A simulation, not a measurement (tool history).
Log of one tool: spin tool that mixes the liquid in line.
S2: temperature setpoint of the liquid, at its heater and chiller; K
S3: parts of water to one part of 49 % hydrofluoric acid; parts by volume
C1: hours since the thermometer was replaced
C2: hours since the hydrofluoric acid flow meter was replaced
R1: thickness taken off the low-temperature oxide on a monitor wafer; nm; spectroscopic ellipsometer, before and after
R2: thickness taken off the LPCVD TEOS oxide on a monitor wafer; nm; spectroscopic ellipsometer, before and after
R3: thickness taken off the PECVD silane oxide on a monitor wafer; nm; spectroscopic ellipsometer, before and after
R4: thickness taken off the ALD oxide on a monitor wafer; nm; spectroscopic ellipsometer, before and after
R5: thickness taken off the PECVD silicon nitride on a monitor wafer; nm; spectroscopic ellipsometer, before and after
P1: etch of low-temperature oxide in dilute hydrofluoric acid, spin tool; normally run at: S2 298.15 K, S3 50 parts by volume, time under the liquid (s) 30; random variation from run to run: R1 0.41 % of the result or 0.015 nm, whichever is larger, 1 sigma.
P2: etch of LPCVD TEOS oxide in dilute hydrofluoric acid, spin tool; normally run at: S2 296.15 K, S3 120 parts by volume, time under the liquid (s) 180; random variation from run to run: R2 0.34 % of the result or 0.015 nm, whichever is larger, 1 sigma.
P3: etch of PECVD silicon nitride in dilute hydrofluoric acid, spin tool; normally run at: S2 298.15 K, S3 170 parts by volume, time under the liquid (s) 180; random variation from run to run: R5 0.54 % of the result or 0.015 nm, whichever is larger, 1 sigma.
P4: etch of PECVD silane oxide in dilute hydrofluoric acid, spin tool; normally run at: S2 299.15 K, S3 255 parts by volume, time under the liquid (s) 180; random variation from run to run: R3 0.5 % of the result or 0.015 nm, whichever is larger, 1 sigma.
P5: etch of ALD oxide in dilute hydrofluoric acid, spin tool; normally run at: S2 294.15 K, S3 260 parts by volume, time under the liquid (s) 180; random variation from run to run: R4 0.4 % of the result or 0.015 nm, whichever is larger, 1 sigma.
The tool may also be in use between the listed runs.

run 1 hour=9.5 | process_that_ran=P1 S2=298.15 S3=50 time_under_the_liquid_(s)=30 | C1=994.2 C2=404.6 | R1=12.539
run 2 hour=20.1 | process_that_ran=P2 S2=296.15 S3=120 time_under_the_liquid_(s)=180 | C1=1004.8 C2=415.2 | R2=24.367
run 3 hour=27.9 | process_that_ran=P1 S2=298.15 S3=50 time_under_the_liquid_(s)=30 | C1=1012.6 C2=423 | R1=12.624
run 4 hour=35.3 | process_that_ran=P1 S2=298.15 S3=50 time_under_the_liquid_(s)=30 | C1=1020 C2=430.4 | R1=12.541
run 5 hour=46 | process_that_ran=P4 S2=299.15 S3=255 time_under_the_liquid_(s)=180 | C1=1030.7 C2=441.1 | R3=10.199
run 6 hour=52.5 | process_that_ran=P5 S2=294.15 S3=260 time_under_the_liquid_(s)=180 | C1=1037.2 C2=447.6 | R4=9.518
run 7 hour=60.8 | process_that_ran=P1 S2=298.15 S3=50 time_under_the_liquid_(s)=30 | C1=1045.5 C2=455.9 | R1=12.53
run 8 hour=72 | process_that_ran=P2 S2=291.65 S3=120 time_under_the_liquid_(s)=180 | C1=1056.7 C2=467.1 | R2=20.134
run 9 hour=81.7 | process_that_ran=P4 S2=307.15 S3=255 time_under_the_liquid_(s)=180 | C1=1066.4 C2=476.8 | R3=13.261
run 10 hour=86.9 | process_that_ran=P3 S2=298.15 S3=170 time_under_the_liquid_(s)=180 | C1=1071.6 C2=482 | R5=6.4901
run 11 hour=96.3 | process_that_ran=P1 S2=298.15 S3=50 time_under_the_liquid_(s)=15 | C1=1081 C2=491.4 | R1=6.2399
run 12 hour=107.6 | process_that_ran=P4 S2=299.15 S3=255 time_under_the_liquid_(s)=360 | C1=1092.3 C2=502.7 | R3=20.413
run 13 hour=116.3 | process_that_ran=P5 S2=294.15 S3=260 time_under_the_liquid_(s)=335 | C1=1101 C2=511.4 | R4=17.714
run 14 hour=124 | process_that_ran=P3 S2=298.15 S3=170 time_under_the_liquid_(s)=300 | C1=1108.7 C2=519.1 | R5=10.921
run 15 hour=133.6 | process_that_ran=P2 S2=296.15 S3=35 time_under_the_liquid_(s)=180 | C1=1118.3 C2=528.7 | R2=92.109
run 16 hour=143.1 | process_that_ran=P1 S2=298.15 S3=50 time_under_the_liquid_(s)=30 | C1=1127.8 C2=538.2 | R1=12.559
run 17 hour=154.9 | process_that_ran=P1 S2=293.65 S3=50 time_under_the_liquid_(s)=30 | C1=1139.6 C2=550 | R1=10.357
run 18 hour=165.7 | process_that_ran=P3 S2=298.15 S3=85 time_under_the_liquid_(s)=180 | C1=1150.4 C2=560.8 | R5=12.984
run 19 hour=173.4 | process_that_ran=P3 S2=305.65 S3=170 time_under_the_liquid_(s)=180 | C1=1158.1 C2=568.5 | R5=10.423
run 20 hour=180.5 | process_that_ran=P2 S2=296.15 S3=120 time_under_the_liquid_(s)=15 | C1=1165.2 C2=575.6 | R2=2.0283
run 21 hour=192.4 | process_that_ran=P1 S2=298.15 S3=90 time_under_the_liquid_(s)=30 | C1=1177.1 C2=587.5 | R1=6.6331
run 22 hour=200.3 | process_that_ran=P1 S2=293.65 S3=85 time_under_the_liquid_(s)=30 | C1=1185 C2=595.4 | R1=5.8718
run 23 hour=208.7 | process_that_ran=P1 S2=303.65 S3=50 time_under_the_liquid_(s)=30 | C1=1193.4 C2=603.8 | R1=15.717
run 24 hour=215.5 | process_that_ran=P4 S2=299.15 S3=80 time_under_the_liquid_(s)=180 | C1=1200.2 C2=610.6 | R3=39.955
run 25 hour=225.5 | process_that_ran=P5 S2=294.15 S3=90 time_under_the_liquid_(s)=180 | C1=1210.2 C2=620.6 | R4=32.854
run 26 hour=234.4 | process_that_ran=P1 S2=298.15 S3=30 time_under_the_liquid_(s)=30 | C1=1219.1 C2=629.5 | R1=21.699
run 27 hour=243.1 | process_that_ran=P5 S2=298.65 S3=260 time_under_the_liquid_(s)=180 | C1=1227.8 C2=638.2 | R4=11.269
run 28 hour=249.1 | process_that_ran=P3 S2=298.15 S3=170 time_under_the_liquid_(s)=180 | C1=1233.8 C2=644.2 | R5=6.5503
run 29 hour=258.3 | process_that_ran=P1 S2=298.15 S3=50 time_under_the_liquid_(s)=50 | C1=1243 C2=653.4 | R1=21.001
run 30 hour=269.5 | process_that_ran=P1 S2=298.15 S3=50 time_under_the_liquid_(s)=30 | C1=1254.2 C2=664.6 | R1=12.633
run 31 hour=278.9 | process_that_ran=P1 S2=298.15 S3=50 time_under_the_liquid_(s)=30 | C1=1263.6 C2=674 | R1=12.49
run 32 hour=285.8 | process_that_ran=P1 S2=298.15 S3=50 time_under_the_liquid_(s)=30 | C1=1270.5 C2=680.9 | R1=12.186
run 33 hour=294.5 | process_that_ran=P1 S2=298.15 S3=50 time_under_the_liquid_(s)=30 | C1=1279.2 C2=689.6 | R1=11.844
run 34 hour=306.2 | process_that_ran=P1 S2=298.15 S3=50 time_under_the_liquid_(s)=30 | C1=1290.9 C2=701.3 | R1=11.573
run 35 hour=315 | process_that_ran=P1 S2=298.15 S3=50 time_under_the_liquid_(s)=30 | C1=1299.7 C2=710.1 | R1=11.462
run 36 hour=320.5 | process_that_ran=P1 S2=298.15 S3=50 time_under_the_liquid_(s)=30 | C1=1305.2 C2=715.6 | R1=11.496
run 37 hour=327.4 | process_that_ran=P1 S2=298.15 S3=50 time_under_the_liquid_(s)=30 | C1=1312.1 C2=722.5 | R1=11.468
run 38 hour=335.5 | process_that_ran=P1 S2=298.15 S3=50 time_under_the_liquid_(s)=30 | C1=1320.2 C2=730.6 | R1=11.367
run 39 hour=343.4 | process_that_ran=P1 S2=298.15 S3=50 time_under_the_liquid_(s)=30 | C1=1328.1 C2=738.5 | R1=11.398

What P1 gives has crept away from where it was. These 2 causes fit the log equally well, each at the size given:
A: liquid colder than its thermometer reads (K) = 2.41
B: hydrofluoric acid flow below the setpoint (%) = 8.85
The creep began at about hour 278.9.

4 check runs are offered, one wafer each, their results left as question marks. Which one tells the causes apart?
run check 1 hour=351.3 | process_that_ran=P2 S2=292.65 S3=120 time_under_the_liquid_(s)=15 | R2=?
run check 2 hour=351.3 | process_that_ran=P4 S2=299.15 S3=80 time_under_the_liquid_(s)=180 | R3=?
run check 3 hour=351.3 | process_that_ran=P3 S2=305.65 S3=170 time_under_the_liquid_(s)=290 | R5=?
run check 4 hour=351.3 | process_that_ran=P5 S2=294.15 S3=105 time_under_the_liquid_(s)=180 | R4=?

What each check would give under each cause:
check=check_1 result=R2 if_A=1.5823 if_B=1.5733
check=check_2 result=R3 if_A=36.243 if_B=36.001
check=check_3 result=R5 if_A=14.508 if_B=15.235
check=check_4 result=R4 if_A=25.021 if_B=24.89
How far apart the two closest causes lie, in the result that separates them most: check 1 0.57 %; check 2 0.67 %; check 3 4.89 %; check 4 0.52 %
Check 3 tells the causes apart: in the others they would give nearly the same result.

Then check 3 was run and gave: R5 14.556 nm. Which cause is it?

It is A: liquid colder than its thermometer reads (K).
